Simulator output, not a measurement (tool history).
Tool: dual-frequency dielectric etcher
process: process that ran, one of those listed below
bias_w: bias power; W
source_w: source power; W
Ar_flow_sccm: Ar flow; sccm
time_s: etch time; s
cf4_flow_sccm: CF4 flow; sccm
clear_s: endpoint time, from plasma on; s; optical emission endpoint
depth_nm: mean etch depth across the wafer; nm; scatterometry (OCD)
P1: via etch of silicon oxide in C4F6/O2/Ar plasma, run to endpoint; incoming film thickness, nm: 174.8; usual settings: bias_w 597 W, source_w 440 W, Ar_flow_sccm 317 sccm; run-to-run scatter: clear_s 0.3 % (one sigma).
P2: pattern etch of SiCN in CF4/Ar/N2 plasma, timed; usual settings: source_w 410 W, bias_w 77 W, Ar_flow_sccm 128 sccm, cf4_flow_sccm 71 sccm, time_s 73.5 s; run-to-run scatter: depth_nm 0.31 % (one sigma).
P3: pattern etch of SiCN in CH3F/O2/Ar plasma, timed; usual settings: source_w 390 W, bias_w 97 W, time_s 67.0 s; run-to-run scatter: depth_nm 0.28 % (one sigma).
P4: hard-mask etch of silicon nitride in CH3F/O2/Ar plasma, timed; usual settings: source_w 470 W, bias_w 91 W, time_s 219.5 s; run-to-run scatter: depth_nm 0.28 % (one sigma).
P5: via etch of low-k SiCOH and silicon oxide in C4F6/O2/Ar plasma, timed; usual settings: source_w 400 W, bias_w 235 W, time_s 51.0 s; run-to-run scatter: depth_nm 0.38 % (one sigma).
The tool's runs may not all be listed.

run,hour,process,bias_w,source_w,Ar_flow_sccm,time_s,cf4_flow_sccm,hours since the last wet clean,hours since the last bias power generator calibration,hours since the last source power generator calibration,hours since the last Ar flow controller change,clear_s,depth_nm
1,14.9,P1,597,440,317,,,205.4,1184.8,1871.4,4144.2,34.807,
2,28.2,P3,97,390,,67.0,,218.7,1198.1,1884.7,4157.5,,27.631
3,45.8,P1,772,340,317,,,236.3,1215.7,1902.3,4175.1,34.761,
4,57.1,P4,91,470,,219.5,,247.6,1227.0,1913.6,4186.4,,177.720
5,68.5,P2,77,410,128,52.5,71,259.0,1238.4,1925.0,4197.8,,41.317
6,82.4,P1,597,270,317,,,272.9,1252.3,1938.9,4211.7,41.758,
7,92.3,P2,48,410,128,73.5,71,282.8,1262.2,1948.8,4221.6,,49.077
8,105.1,P1,597,440,317,,,295.6,1275.0,1961.6,4234.4,34.881,
9,114.8,P1,597,440,317,,,305.3,1284.7,1971.3,4244.1,35.075,
10,130.2,P4,91,280,,219.5,,320.7,1300.1,1986.7,4259.5,,146.360
11,144.9,P5,235,400,,29.5,,335.4,1314.8,2001.4,4274.2,,81.950
12,160.8,P2,77,410,128,73.5,71,351.3,1330.7,2017.3,4290.1,,58.053
13,173.0,P2,77,410,128,73.5,71,363.5,1342.9,2029.5,4302.3,,58.050
14,188.7,P1,414,310,317,,,379.2,1358.6,2045.2,4318.0,45.667,
15,202.9,P3,97,390,,37.0,,393.4,1372.8,2059.4,4332.2,,15.280
16,217.4,P4,91,470,,314.0,,407.9,1387.3,2073.9,4346.7,,253.280
17,228.3,P1,597,440,186,,,418.8,1398.2,2084.8,4357.6,32.813,
18,245.9,P5,235,400,,51.0,,436.4,1415.8,2102.4,4375.2,,140.930
19,259.1,P1,353,440,317,,,449.6,1429.0,2115.6,4388.4,42.657,
20,268.3,P3,97,300,,67.0,,458.8,1438.2,2124.8,4397.6,,24.978
21,277.7,P5,235,400,,51.0,,468.2,1447.6,2134.2,4407.0,,140.790
22,286.1,P2,77,410,90,73.5,71,476.6,1456.0,2142.6,4415.4,,60.756
23,296.6,P2,77,410,128,73.5,57,487.1,1466.5,2153.1,4425.9,,55.913
24,310.1,P1,597,440,446,,,500.6,1480.0,2166.6,4439.4,35.952,
25,325.6,P2,77,520,128,73.5,71,516.1,1495.5,2182.1,4454.9,,71.665
26,334.2,P1,764,440,317,,,524.7,1504.1,2190.7,4463.5,31.871,
27,350.5,P5,280,400,,51.0,,541.0,1520.4,2207.0,4479.8,,149.820
28,365.4,P5,235,300,,51.0,,555.9,1535.3,2221.9,4494.7,,127.050
29,376.7,P4,116,470,,219.5,,567.2,1546.6,2233.2,4506.0,,193.270

Forecast run 30:
# hour 383.0: wet clean of the chamber
30,386.1,P1,597,440,317,,,3.2,1556.0,2242.6,4515.4,?,

Run 30 gave clear_s 34.765 s.
